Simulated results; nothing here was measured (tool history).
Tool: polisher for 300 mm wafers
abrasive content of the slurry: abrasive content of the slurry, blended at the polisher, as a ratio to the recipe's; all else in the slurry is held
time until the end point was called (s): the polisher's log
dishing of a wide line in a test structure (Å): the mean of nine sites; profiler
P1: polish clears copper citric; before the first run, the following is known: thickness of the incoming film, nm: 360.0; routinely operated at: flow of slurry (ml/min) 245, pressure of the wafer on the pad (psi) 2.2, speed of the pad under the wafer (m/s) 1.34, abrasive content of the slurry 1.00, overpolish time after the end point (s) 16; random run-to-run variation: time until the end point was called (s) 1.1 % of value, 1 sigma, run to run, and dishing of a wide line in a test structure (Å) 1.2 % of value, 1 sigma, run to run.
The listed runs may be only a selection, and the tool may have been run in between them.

run   hour  flow of slurry (ml/min)  pressure of the wafer on the pad (psi)  speed of the pad under the wafer (m/s)  abrasive content of the slurry  overpolish time after the end point (s)  wafers polished on this pad  hours since the slurry nozzle was cleaned  hours since the head pressure was calibrated  hours since the slurry blender was calibrated  time until the end point was called (s)  dishing of a wide line in a test structure (Å)
  1    6.9                      245                                     2.2                                    1.34                            1.00                                       16                         1049                                       62.8                                         693.6                                           89.9                                   158.81                                         246.390
  2   14.5                      245                                     2.2                                    1.34                            1.00                                       16                         1111                                       70.4                                         701.2                                           97.5                                   157.32                                         249.960
  3   21.9                      245                                     2.9                                    1.34                            1.00                                       16                         1171                                       77.8                                         708.6                                          104.9                                   121.23                                         307.600
  4   29.2                      245                                     2.2                                    1.34                            1.00                                       16                         1230                                       85.1                                         715.9                                          112.2                                   160.67                                         245.510
  5   32.9                      245                                     1.5                                    1.34                            0.80                                       16                         1260                                       88.8                                         719.6                                          115.9                                   236.55                                         172.910
  6   40.5                      245                                     2.2                                    1.34                            1.00                                       16                         1322                                       96.4                                         727.2                                          123.5                                   157.35                                         239.490
  7   47.0                      245                                     2.2                                    1.34                            1.00                                       29                         1375                                      102.9                                         733.7                                          130.0                                   162.12                                         390.670
  8   54.7                      245                                     2.2                                    1.34                            1.00                                       16                         1437                                      110.6                                         741.4                                          137.7                                   154.14                                         244.240
  9   58.2                      145                                     1.1                                    1.34                            1.00                                       16                         1465                                      114.1                                         744.9                                          141.2                                   334.58                                         126.870
 10   64.0                      245                                     1.4                                    1.34                            1.00                                       16                         1513                                      119.9                                         750.7                                          147.0                                   247.52                                         166.100
 11   71.5                      245                                     2.2                                    2.02                            1.00                                       16                         1573                                      127.4                                         758.2                                          154.5                                   105.97                                         332.550
 12   78.2                      245                                     2.2                                    1.34                            1.00                                       16                         1628                                      134.1                                         764.9                                          161.2                                   158.77                                         249.670
 13   84.7                      245                                     2.2                                    1.96                            1.30                                       16                         1680                                      140.6                                         771.4                                          167.7                                   102.70                                         333.530
 14   89.6                      245                                     2.2                                    1.34                            1.35                                       16                         1720                                      145.5                                         776.3                                          172.6                                   149.03                                         261.410
 15   97.0                      245                                     2.2                                    1.34                            1.00                                        5                         1780                                      152.9                                         783.7                                          180.0                                   155.96                                          88.581
 16  103.7                      245                                     2.2                                    1.34                            1.00                                       16                         1834                                      159.6                                         790.4                                          186.7                                   161.37                                         247.140
 17  108.7                      245                                     2.2                                    0.78                            1.00                                       16                         1875                                      164.6                                         795.4                                          191.7                                   265.88                                         156.360
 18  112.3                      145                                     2.2                                    1.34                            1.00                                       16                         1904                                      168.2                                         799.0                                          195.3                                   172.47                                         229.470
 19  115.7                      310                                     2.2                                    1.34                            1.00                                       16                         1932                                      171.6                                         802.4                                          198.7                                   152.59                                         253.370
 20  121.7                      245                                     2.2                                    1.34                            0.70                                       16                         1980                                      177.6                                         808.4                                          204.7                                   170.13                                         231.200
 21  129.0                      245                                     2.2                                    1.34                            1.00                                       16                         2040                                      184.9                                         815.7                                          212.0                                   157.34                                         246.160
 22  133.2                      245                                     2.2                                    1.34                            1.00                                       16                         2074                                      189.1                                         819.9                                          216.2                                   161.26                                         246.550
 23  140.1                      245                                     2.2                                    1.34                            1.00                                       16                         2130                                      196.0                                         826.8                                          223.1                                   164.98                                         243.990
 24  145.7                      245                                     2.2                                    1.34                            1.00                                       16                         2175                                      201.6                                         832.4                                          228.7                                   163.52                                         240.050
     149.2  -- head pressure recalibrated
 25  150.7                      245                                     2.2                                    1.34                            1.00                                       16                         2216                                      206.6                                           1.5                                          233.7                                   167.34                                         234.360
 26  156.0                      245                                     2.2                                    1.34                            1.00                                       16                         2259                                      211.9                                           6.8                                          239.0                                   164.24                                         236.520
     157.4  -- worn pad replaced by a new one
 27  162.3                      245                                     2.2                                    1.34                            1.00                                       16                           40                                      218.2                                          13.1                                          245.3                                   166.31                                         234.660
 28  165.7                      245                                     2.2                                    1.34                            1.00                                       16                           67                                      221.6                                          16.5                                          248.7                                   168.41                                         233.550
 29  170.5                      245                                     2.2                                    1.34                            1.00                                       16                          106                                      226.4                                          21.3                                          253.5                                   163.29                                         234.040

What P1 gives has crept off from where it sat before. The 2 causes that follow fit the log equally well, each at the size noted:
A: abrasive missing from the slurry, % = 25.2
B: slurry flow missing at the pad, % = 36.4
The process output started creeping at around hour 129.0.
Why every other cause is out:
removal rate lost through wear of the pad, %: its service at hour 157.4 followed the start of the drift and did not put the process back to its old value
head's pressure below its setpoint, %: its service at hour 149.2 followed the start of the drift and did not put the process back to its old value

Which of the check runs below tells the causes apart, meaning the causes would give it clearly different results? Each run uses 5 wafers whose results are averaged, and each result is shown as a question mark.
check 1  175.3                      245                                     2.2                                    1.34                            1.00                                       22                                                                                                                                                                                                             ?                                               ?
check 2  175.3                      245                                     2.2                                    1.34                            1.00                                        6                                                                                                                                                                                                             ?                                               ?
check 3  175.3                      145                                     2.2                                    1.34                            1.00                                       16                                                                                                                                                                                                             ?                                               ?
check 4  175.3                      245                                     2.2                                    1.34                            0.75                                       16                                                                                                                                                                                                             ?                                               ?

Predicted outcomes, by check and by cause:
  check                                          result     if A     if B
check 1         time until the end point was called (s)   167.55   167.58
check 1  dishing of a wide line in a test structure (Å)  299.410  299.370
check 2         time until the end point was called (s)   167.55   167.58
check 2  dishing of a wide line in a test structure (Å)   98.328   98.313
check 3         time until the end point was called (s)   180.36   187.36
check 3  dishing of a wide line in a test structure (Å)  219.420  212.570
check 4         time until the end point was called (s)   177.62   178.04
check 4  dishing of a wide line in a test structure (Å)  222.200  221.770
Smallest distance between any two causes, each pair judged by its most separating result, in per cent: check 1 0.02 %; check 2 0.02 %; check 3 3.81 %; check 4 0.24 %
Check 3 tells the causes apart: in the others they would give nearly the same result.

Then check 3 was run and gave: time until the end point was called (s) 188.35; dishing of a wide line in a test structure (Å) 212.940. Which cause is it?

Of the candidate causes, it is B: slurry flow missing at the pad, %.
